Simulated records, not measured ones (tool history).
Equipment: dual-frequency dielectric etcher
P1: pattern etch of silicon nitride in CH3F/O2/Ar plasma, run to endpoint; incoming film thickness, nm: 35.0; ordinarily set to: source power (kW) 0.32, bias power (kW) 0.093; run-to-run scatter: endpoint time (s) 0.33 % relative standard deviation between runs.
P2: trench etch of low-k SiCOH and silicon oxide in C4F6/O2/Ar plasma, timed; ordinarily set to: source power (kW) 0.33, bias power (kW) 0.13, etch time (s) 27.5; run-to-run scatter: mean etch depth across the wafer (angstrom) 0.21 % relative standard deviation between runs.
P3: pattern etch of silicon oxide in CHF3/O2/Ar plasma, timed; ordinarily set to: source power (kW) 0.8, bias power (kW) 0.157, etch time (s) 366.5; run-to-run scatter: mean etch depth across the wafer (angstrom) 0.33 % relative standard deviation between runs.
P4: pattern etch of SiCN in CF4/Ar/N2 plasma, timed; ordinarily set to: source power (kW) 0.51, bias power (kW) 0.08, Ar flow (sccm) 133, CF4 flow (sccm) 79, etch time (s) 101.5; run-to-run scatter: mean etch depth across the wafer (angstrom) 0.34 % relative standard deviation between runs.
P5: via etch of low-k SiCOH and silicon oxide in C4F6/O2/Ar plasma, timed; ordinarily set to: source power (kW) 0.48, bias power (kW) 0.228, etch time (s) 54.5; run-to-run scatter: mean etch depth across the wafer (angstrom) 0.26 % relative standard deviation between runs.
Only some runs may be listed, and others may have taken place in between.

run,hour,process that ran,source power (kW),bias power (kW),etch time (s),Ar flow (sccm),CF4 flow (sccm),hours since the last wet clean,hours since the last source power generator calibration,hours since the last bias power generator calibration,endpoint time (s),mean etch depth across the wafer (angstrom)
1,8.9,P1,0.32,0.093,,,,371.5,705.2,1600.4,50.821,
2,16.9,P5,0.48,0.228,80.5,,,379.5,713.2,1608.4,,2174.8
3,25.8,P3,0.8,0.157,236,,,388.4,722.1,1617.3,,4795.3
4,33.3,P2,0.33,0.13,27.5,,,395.9,729.6,1624.8,,711.33
5,41.9,P4,0.51,0.08,101.5,133,79,404.5,738.2,1633.4,,975.78
6,49.3,P5,0.48,0.228,54.5,,,411.9,745.6,1640.8,,1470.9
7,56,P4,0.51,0.08,101.5,107,79,418.6,752.3,1647.5,,1004.9
8,64.3,P5,0.48,0.228,54.5,,,426.9,760.6,1655.8,,1480.6
9,68.3,P5,0.48,0.136,54.5,,,430.9,764.6,1659.8,,1250.6
10,77.3,P1,0.44,0.117,,,,439.9,773.6,1668.8,41.591,
11,85.2,P1,0.38,0.093,,,,447.8,781.5,1676.7,47.734,
12,93.7,P2,0.41,0.13,27.5,,,456.3,790,1685.2,,771.47
# hour 93.9: source power generator calibrated
13,101.4,P4,0.51,0.08,101.5,133,48,464,7.5,1692.9,,902.23
14,105.7,P4,0.51,0.08,101.5,133,79,468.3,11.8,1697.2,,978.22
15,115,P1,0.32,0.093,,,,477.6,21.1,1706.5,50.826,
16,123.5,P4,0.51,0.08,127,133,79,486.1,29.6,1715,,1222.5
17,127.7,P5,0.34,0.228,54.5,,,490.3,33.8,1719.2,,1292.5
18,136.5,P2,0.33,0.13,18.5,,,499.1,42.6,1728,,478.2
# hour 137.3: bias power generator calibrated
19,145.1,P1,0.32,0.093,,,,507.7,51.2,7.8,50.912,
20,150.6,P1,0.2,0.06,,,,513.2,56.7,13.3,70.649,
21,157.9,P2,0.33,0.164,27.5,,,520.5,64,20.6,,762.64
22,162.8,P1,0.22,0.093,,,,525.4,68.9,25.5,58.229,
23,167.7,P3,1.01,0.157,366.5,,,530.3,73.8,30.4,,8171.9
24,173.6,P1,0.32,0.121,,,,536.2,79.7,36.3,46.075,
25,182.5,P1,0.32,0.093,,,,545.1,88.6,45.2,51.031,
26,190.9,P1,0.32,0.071,,,,553.5,97,53.6,56.034,
27,195.7,P3,0.8,0.206,366.5,,,558.3,101.8,58.4,,8160
28,203.4,P3,0.8,0.157,366.5,,,566,109.5,66.1,,7447.4
29,209,P1,0.32,0.093,,,,571.6,115.1,71.7,50.983,
30,214.7,P4,0.51,0.051,101.5,133,79,577.3,120.8,77.4,,835.23
31,223.2,P4,0.32,0.08,101.5,133,79,585.8,129.3,85.9,,651.32
32,228.1,P1,0.32,0.093,,,,590.7,134.2,90.8,50.953,
33,234.5,P1,0.32,0.093,,,,597.1,140.6,97.2,50.727,
34,240.1,P1,0.32,0.093,,,,602.7,146.2,102.8,51.301,
35,245.4,P1,0.32,0.093,,,,608,151.5,108.1,50.479,
36,250.4,P1,0.32,0.093,,,,613,156.5,113.1,50.316,
37,257.4,P1,0.32,0.093,,,,620,163.5,120.1,49.814,

Run 38 is up next; what results do you expect?
38,262.3,P1,0.32,0.093,,,,624.9,168.4,125,?,

Logged for run 38: endpoint time (s) 50.212.
